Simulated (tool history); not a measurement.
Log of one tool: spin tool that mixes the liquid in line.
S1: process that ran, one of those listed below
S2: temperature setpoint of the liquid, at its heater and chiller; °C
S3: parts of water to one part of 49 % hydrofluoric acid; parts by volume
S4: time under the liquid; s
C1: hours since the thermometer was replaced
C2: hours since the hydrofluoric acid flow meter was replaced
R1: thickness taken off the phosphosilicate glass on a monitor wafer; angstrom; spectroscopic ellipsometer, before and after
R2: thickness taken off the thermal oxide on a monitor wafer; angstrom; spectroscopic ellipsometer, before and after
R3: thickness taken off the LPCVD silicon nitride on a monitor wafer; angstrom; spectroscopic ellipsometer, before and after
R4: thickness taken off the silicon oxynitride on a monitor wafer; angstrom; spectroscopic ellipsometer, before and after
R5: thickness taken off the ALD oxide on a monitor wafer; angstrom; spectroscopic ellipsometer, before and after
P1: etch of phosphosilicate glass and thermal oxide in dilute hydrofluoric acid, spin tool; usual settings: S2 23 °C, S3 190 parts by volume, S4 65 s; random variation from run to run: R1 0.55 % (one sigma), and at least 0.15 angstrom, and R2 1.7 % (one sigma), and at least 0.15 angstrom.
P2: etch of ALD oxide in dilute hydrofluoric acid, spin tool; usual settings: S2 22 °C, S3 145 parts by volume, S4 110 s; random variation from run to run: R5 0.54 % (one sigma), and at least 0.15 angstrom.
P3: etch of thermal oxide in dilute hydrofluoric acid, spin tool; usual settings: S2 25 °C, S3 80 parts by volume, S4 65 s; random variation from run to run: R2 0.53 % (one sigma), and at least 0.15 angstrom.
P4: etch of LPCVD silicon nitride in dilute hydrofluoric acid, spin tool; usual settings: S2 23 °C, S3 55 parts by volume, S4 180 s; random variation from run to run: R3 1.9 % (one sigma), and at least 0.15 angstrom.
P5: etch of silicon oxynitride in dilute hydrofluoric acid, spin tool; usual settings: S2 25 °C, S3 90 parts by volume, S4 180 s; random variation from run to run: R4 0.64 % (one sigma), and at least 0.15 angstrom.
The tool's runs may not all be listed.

run,hour,S1,S2,S3,S4,C1,C2,R1,R2,R3,R4,R5
1,4.6,P1,23,190,65,1313.2,1469.4,440.32,13.795,,,
2,9.8,P1,23,190,65,1318.4,1474.6,440.5,14.113,,,
3,18.7,P1,23,190,65,1327.3,1483.5,438.53,14.062,,,
4,23.6,P1,19.5,335,65,1332.2,1488.4,190.8,5.9289,,,
5,28.7,P1,23,345,65,1337.3,1493.5,206.75,6.7051,,,
6,33.6,P4,23,55,345,1342.2,1498.4,,,26.167,,
7,38.1,P1,23,330,35,1346.7,1502.9,118.14,3.8053,,,
8,43,P1,23,190,95,1351.6,1507.8,638.31,20.663,,,
9,49.6,P5,25,90,180,1358.2,1514.4,,,,44.864,
10,55.3,P2,22,145,110,1363.9,1520.1,,,,,66.053
11,64.9,P2,22,260,110,1373.5,1529.7,,,,,32.456
12,72.8,P1,23,70,65,1381.4,1537.6,1368,42.654,,,
13,82.5,P1,23,190,65,1391.1,1547.3,439.17,14.168,,,
14,90.1,P1,29.5,190,65,1398.7,1554.9,557.49,17.003,,,
15,98.1,P2,22,145,45,1406.7,1562.9,,,,,27.007
16,105.3,P5,32,90,180,1413.9,1570.1,,,,62.46,
17,110.3,P5,25,90,15,1418.9,1575.1,,,,3.4977,
18,116.4,P3,25,80,65,1425,1581.2,,40.864,,,
19,121.6,P1,17,190,65,1430.2,1586.4,348.83,11.274,,,
20,126.9,P1,23,190,65,1435.5,1591.7,439.58,14.365,,,
21,132.6,P4,31,55,180,1441.2,1597.4,,,22.806,,
22,137.6,P1,23,190,65,1446.2,1602.4,437.55,14.33,,,
23,145.3,P5,25,90,180,1453.9,1610.1,,,,44.935,
24,153.9,P3,32.5,80,65,1462.5,1618.7,,54.61,,,
25,159.8,P3,25,80,65,1468.4,1624.6,,41.105,,,
26,164.6,P1,17,45,65,1473.2,1629.4,1703.3,55.109,,,
27,170.1,P3,25,80,95,1478.7,1634.9,,59.532,,,
28,176.4,P3,25,125,65,1485,1641.2,,24.885,,,
29,186.1,P4,23,20,180,1494.7,1650.9,,,35.563,,
30,194.7,P4,23,55,180,1503.3,1659.5,,,13.001,,
31,201.4,P2,28,145,110,1510,1666.2,,,,,83.324
32,210.9,P5,25,30,180,1519.5,1675.7,,,,141.72,
33,217.6,P1,23,190,15,1526.2,1682.4,101.35,3.261,,,
34,226.2,P1,23,190,65,1534.8,1691,441.21,14.729,,,
35,231,P1,23,190,65,1539.6,1695.8,429.71,13.77,,,
36,241.1,P1,23,190,65,1549.7,1705.9,420.77,13.559,,,
37,250.1,P1,23,190,65,1558.7,1714.9,410.42,13.047,,,
38,257.1,P1,23,190,65,1565.7,1721.9,414.84,13.11,,,
39,261.5,P1,23,190,65,1570.1,1726.3,409.56,13.214,,,
40,268.2,P1,23,190,65,1576.8,1733,405.02,12.835,,,
41,277,P1,23,190,65,1585.6,1741.8,403.81,13.027,,,
42,283.6,P1,23,190,65,1592.2,1748.4,403.46,13.086,,,
43,290.4,P1,23,190,65,1599,1755.2,406.81,12.989,,,

What P1 gives has crept away from where it was. These 2 causes fit the log equally well, each at the size given:
A: liquid colder than its thermometer reads (K) = 2.12
B: hydrofluoric acid flow below the setpoint (%) = 6.44
The creep began at about hour 226.2.

4 check runs are offered, each on 5 wafers whose results are averaged, their results left as question marks. Which one tells the causes apart?
check 1,297.2,P4,23,55,340,,,,,?,,
check 2,297.2,P2,26,145,55,,,,,,,?
check 3,297.2,P3,32,80,65,,,,?,,,
check 4,297.2,P5,31.5,90,15,,,,,,?,

What each check would give under each cause:
check,result,if A,if B
check 1,R3,22.271,24.117
check 2,R5,35.408,35.481
check 3,R2,49.476,49.736
check 4,R4,4.6012,4.7045
How far apart the two closest causes lie, in the result that separates them most: check 1 7.96 %; check 2 0.21 %; check 3 0.52 %; check 4 2.22 %
Check 1 tells the causes apart: in the others they would give nearly the same result.

Check 1 was then run and gave: R3 24.279 angstrom. Which cause is it?

It is B: hydrofluoric acid flow below the setpoint (%).
